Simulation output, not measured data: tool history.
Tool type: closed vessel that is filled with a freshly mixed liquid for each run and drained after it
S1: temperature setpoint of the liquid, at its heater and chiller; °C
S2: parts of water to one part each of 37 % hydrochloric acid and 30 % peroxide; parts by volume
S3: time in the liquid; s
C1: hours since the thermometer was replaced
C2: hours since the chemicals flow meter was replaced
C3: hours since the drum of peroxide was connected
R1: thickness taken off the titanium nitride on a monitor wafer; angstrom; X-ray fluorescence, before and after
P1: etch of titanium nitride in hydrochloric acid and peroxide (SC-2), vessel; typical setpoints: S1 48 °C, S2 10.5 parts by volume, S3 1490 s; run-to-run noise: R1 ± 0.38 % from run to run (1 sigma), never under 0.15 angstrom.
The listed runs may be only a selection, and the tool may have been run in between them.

run 1 hour=10.1 | S1=48 S2=10.5 S3=1490 | C1=1062.6 C2=223.7 C3=235.5 | R1=271.57
run 2 hour=20.8 | S1=63 S2=10.5 S3=1490 | C1=1073.3 C2=234.4 C3=246.2 | R1=717.52
run 3 hour=33.9 | S1=48 S2=10.5 S3=1490 | C1=1086.4 C2=247.5 C3=259.3 | R1=272.67
run 4 hour=43.7 | S1=48 S2=10.5 S3=1490 | C1=1096.2 C2=257.3 C3=269.1 | R1=274.15
-- hour=56.4 new drum of peroxide connected
run 5 hour=61.5 | S1=48 S2=15 S3=1490 | C1=1114 C2=275.1 C3=5.1 | R1=199.53
run 6 hour=74.6 | S1=48 S2=10.5 S3=1490 | C1=1127.1 C2=288.2 C3=18.2 | R1=270.82
run 7 hour=91.5 | S1=48 S2=10.5 S3=1490 | C1=1144 C2=305.1 C3=35.1 | R1=273.64
run 8 hour=107.8 | S1=35 S2=10.5 S3=250 | C1=1160.3 C2=321.4 C3=51.4 | R1=18.026
run 9 hour=120 | S1=40.5 S2=10.5 S3=1490 | C1=1172.5 C2=333.6 C3=63.6 | R1=161.76
run 10 hour=129.3 | S1=48 S2=10.5 S3=1490 | C1=1181.8 C2=342.9 C3=72.9 | R1=271.21
run 11 hour=143.9 | S1=48 S2=10.5 S3=75 | C1=1196.4 C2=357.5 C3=87.5 | R1=13.38
run 12 hour=160.3 | S1=48 S2=4 S3=1490 | C1=1212.8 C2=373.9 C3=103.9 | R1=564.83
run 13 hour=171.6 | S1=48 S2=10.5 S3=2895 | C1=1224.1 C2=385.2 C3=115.2 | R1=527.14
run 14 hour=185.4 | S1=48 S2=10.5 S3=1490 | C1=1237.9 C2=399 C3=129 | R1=272.74
run 15 hour=197 | S1=48 S2=10.5 S3=1490 | C1=1249.5 C2=410.6 C3=140.6 | R1=265.5
run 16 hour=211.5 | S1=48 S2=10.5 S3=1490 | C1=1264 C2=425.1 C3=155.1 | R1=256.47
run 17 hour=225.6 | S1=48 S2=10.5 S3=1490 | C1=1278.1 C2=439.2 C3=169.2 | R1=252.86
-- hour=229.5 new drum of peroxide connected
run 18 hour=238.6 | S1=48 S2=10.5 S3=1490 | C1=1291.1 C2=452.2 C3=9.2 | R1=250.08
run 19 hour=256.1 | S1=48 S2=10.5 S3=1490 | C1=1308.6 C2=469.7 C3=26.7 | R1=248.75
run 20 hour=265.6 | S1=48 S2=10.5 S3=1490 | C1=1318.1 C2=479.2 C3=36.2 | R1=247.57
run 21 hour=278.8 | S1=48 S2=10.5 S3=1490 | C1=1331.3 C2=492.4 C3=49.4 | R1=247.38
run 22 hour=295.2 | S1=48 S2=10.5 S3=1490 | C1=1347.7 C2=508.8 C3=65.8 | R1=243.99
run 23 hour=308.3 | S1=48 S2=10.5 S3=1490 | C1=1360.8 C2=521.9 C3=78.9 | R1=246.59

What P1 gives has crept off from where it sat before. The 2 causes that follow fit the log equally well, each at the size noted:
A: chemicals flow below the setpoint (%) = 11.2
B: liquid colder than its thermometer reads (K) = 1.49
At approximately hour 185.4, the process output began to creep.
Ruled out, with reasons:
peroxide weaker than its label (%): was serviced at hour 229.5, once the creep was under way, yet the earlier output never came back

Which of the check runs below tells the causes apart, meaning the causes would give it clearly different results? Each run uses 2 wafers whose results are averaged, and each result is shown as a question mark.
run check 1 hour=321.4 | S1=58 S2=10.5 S3=1490 | R1=?
run check 2 hour=321.4 | S1=61.5 S2=7 S3=1490 | R1=?
run check 3 hour=321.4 | S1=48 S2=10.5 S3=750 | R1=?
run check 4 hour=321.4 | S1=48 S2=4 S3=1490 | R1=?

Check results expected under each cause:
check=check_1 result=R1 if_A=473.4 if_B=476.08
check=check_2 result=R1 if_A=825.04 if_B=825.48
check=check_3 result=R1 if_A=123.81 if_B=123.77
check=check_4 result=R1 if_A=522.73 if_B=512.25
How far apart the two closest causes lie, in the result that separates them most: check 1 0.56 %; check 2 0.05 %; check 3 0.04 %; check 4 2.02 %
The causes can be told apart only by check 4. The other checks would give nearly the same results under each of them.

Check 4 was then run and gave: R1 521.49 angstrom. Which cause is it?

It is A: chemicals flow below the setpoint (%).

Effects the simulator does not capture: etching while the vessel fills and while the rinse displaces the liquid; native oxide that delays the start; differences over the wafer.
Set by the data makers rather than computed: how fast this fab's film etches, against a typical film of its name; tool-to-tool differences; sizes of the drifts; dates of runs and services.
